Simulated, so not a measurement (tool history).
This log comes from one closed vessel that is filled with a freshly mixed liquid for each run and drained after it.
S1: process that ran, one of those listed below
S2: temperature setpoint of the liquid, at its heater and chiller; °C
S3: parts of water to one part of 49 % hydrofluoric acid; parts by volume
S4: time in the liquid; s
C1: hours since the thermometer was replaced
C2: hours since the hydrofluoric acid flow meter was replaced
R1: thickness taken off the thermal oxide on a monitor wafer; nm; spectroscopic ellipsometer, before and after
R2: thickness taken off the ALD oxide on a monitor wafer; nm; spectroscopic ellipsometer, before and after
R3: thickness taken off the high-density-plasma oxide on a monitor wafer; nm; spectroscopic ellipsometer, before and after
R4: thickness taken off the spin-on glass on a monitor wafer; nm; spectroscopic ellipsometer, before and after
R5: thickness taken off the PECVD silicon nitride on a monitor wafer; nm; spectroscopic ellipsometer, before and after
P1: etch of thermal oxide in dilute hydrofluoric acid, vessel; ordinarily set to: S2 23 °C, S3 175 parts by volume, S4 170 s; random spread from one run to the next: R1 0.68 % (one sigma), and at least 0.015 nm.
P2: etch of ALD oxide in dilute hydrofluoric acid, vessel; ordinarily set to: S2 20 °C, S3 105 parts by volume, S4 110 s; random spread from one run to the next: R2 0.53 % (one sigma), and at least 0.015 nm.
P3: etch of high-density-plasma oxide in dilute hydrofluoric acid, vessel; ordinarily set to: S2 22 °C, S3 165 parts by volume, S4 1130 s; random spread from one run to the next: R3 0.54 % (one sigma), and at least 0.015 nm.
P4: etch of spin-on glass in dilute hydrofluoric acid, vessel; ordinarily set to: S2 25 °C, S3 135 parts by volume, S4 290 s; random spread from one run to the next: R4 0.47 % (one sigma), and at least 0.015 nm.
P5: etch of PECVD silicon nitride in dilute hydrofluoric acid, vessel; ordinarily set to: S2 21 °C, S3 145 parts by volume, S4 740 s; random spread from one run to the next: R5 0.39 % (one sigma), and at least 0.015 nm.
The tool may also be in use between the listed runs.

{"run": 1, "day": 0.425, "S1": "P1", "S2": 23, "S3": 175, "S4": 170, "C1": 1151.9, "C2": 455.5, "R1": 4.089}
{"run": 2, "day": 0.738, "S1": "P1", "S2": 23, "S3": 175, "S4": 280, "C1": 1159.4, "C2": 463, "R1": 6.6798}
{"run": 3, "day": 1.179, "S1": "P1", "S2": 23, "S3": 175, "S4": 75, "C1": 1170, "C2": 473.6, "R1": 1.8129}
{"run": 4, "day": 1.467, "S1": "P1", "S2": 17, "S3": 175, "S4": 170, "C1": 1176.9, "C2": 480.5, "R1": 3.2315}
{"run": 5, "day": 1.679, "S1": "P2", "S2": 20, "S3": 105, "S4": 45, "C1": 1182, "C2": 485.6, "R2": 7.9754}
{"run": 6, "day": 1.967, "S1": "P3", "S2": 22, "S3": 165, "S4": 1130, "C1": 1188.9, "C2": 492.5, "R3": 33.561}
{"run": 7, "day": 2.292, "S1": "P4", "S2": 25, "S3": 135, "S4": 105, "C1": 1196.7, "C2": 500.3, "R4": 20.38}
{"run": 8, "day": 2.525, "S1": "P2", "S2": 20, "S3": 105, "S4": 110, "C1": 1202.3, "C2": 505.9, "R2": 19.386}
{"run": 9, "day": 2.85, "S1": "P4", "S2": 25, "S3": 80, "S4": 290, "C1": 1210.1, "C2": 513.7, "R4": 102.24}
{"run": 10, "day": 3.296, "S1": "P3", "S2": 22, "S3": 165, "S4": 1130, "C1": 1220.8, "C2": 524.4, "R3": 33.693}
{"run": 11, "day": 3.512, "S1": "P5", "S2": 17, "S3": 145, "S4": 740, "C1": 1226, "C2": 529.6, "R5": 5.3904}
{"run": 12, "day": 3.992, "S1": "P2", "S2": 20, "S3": 25, "S4": 110, "C1": 1237.5, "C2": 541.1, "R2": 88.86}
{"run": 13, "day": 4.354, "S1": "P3", "S2": 22, "S3": 40, "S4": 1130, "C1": 1246.2, "C2": 549.8, "R3": 161.14}
{"run": 14, "day": 4.842, "S1": "P5", "S2": 21, "S3": 30, "S4": 740, "C1": 1257.9, "C2": 561.5, "R5": 32.466}
{"run": 15, "day": 5.171, "S1": "P2", "S2": 17, "S3": 105, "S4": 110, "C1": 1265.8, "C2": 569.4, "R2": 17.166}
{"run": 16, "day": 5.462, "S1": "P1", "S2": 23, "S3": 175, "S4": 170, "C1": 1272.8, "C2": 576.4, "R1": 4.0823}
{"run": 17, "day": 5.938, "S1": "P1", "S2": 30.5, "S3": 175, "S4": 170, "C1": 1284.2, "C2": 587.8, "R1": 5.3908}
{"run": 18, "day": 6.225, "S1": "P1", "S2": 23, "S3": 175, "S4": 170, "C1": 1291.1, "C2": 594.7, "R1": 4.165}
{"run": 19, "day": 6.7, "S1": "P1", "S2": 23, "S3": 265, "S4": 105, "C1": 1302.5, "C2": 606.1, "R1": 1.5344}
{"run": 20, "day": 7.067, "S1": "P3", "S2": 17, "S3": 165, "S4": 1130, "C1": 1311.3, "C2": 614.9, "R3": 27.544}
{"run": 21, "day": 7.325, "S1": "P5", "S2": 21, "S3": 145, "S4": 30, "C1": 1317.5, "C2": 621.1, "R5": 0.31274}
{"run": 22, "day": 7.667, "S1": "P1", "S2": 17, "S3": 235, "S4": 170, "C1": 1325.7, "C2": 629.3, "R1": 2.2607}
{"run": 23, "day": 8.038, "S1": "P1", "S2": 23, "S3": 320, "S4": 170, "C1": 1334.6, "C2": 638.2, "R1": 1.9134}

Estimate the outcome of run 24 from the log above:
{"run": 24, "day": 8.438, "S1": "P4", "S2": 30.5, "S3": 135, "S4": 290, "C1": 1344.2, "C2": 647.8, "R4": "?"}

{"run 24": {"R4": 69.352}}
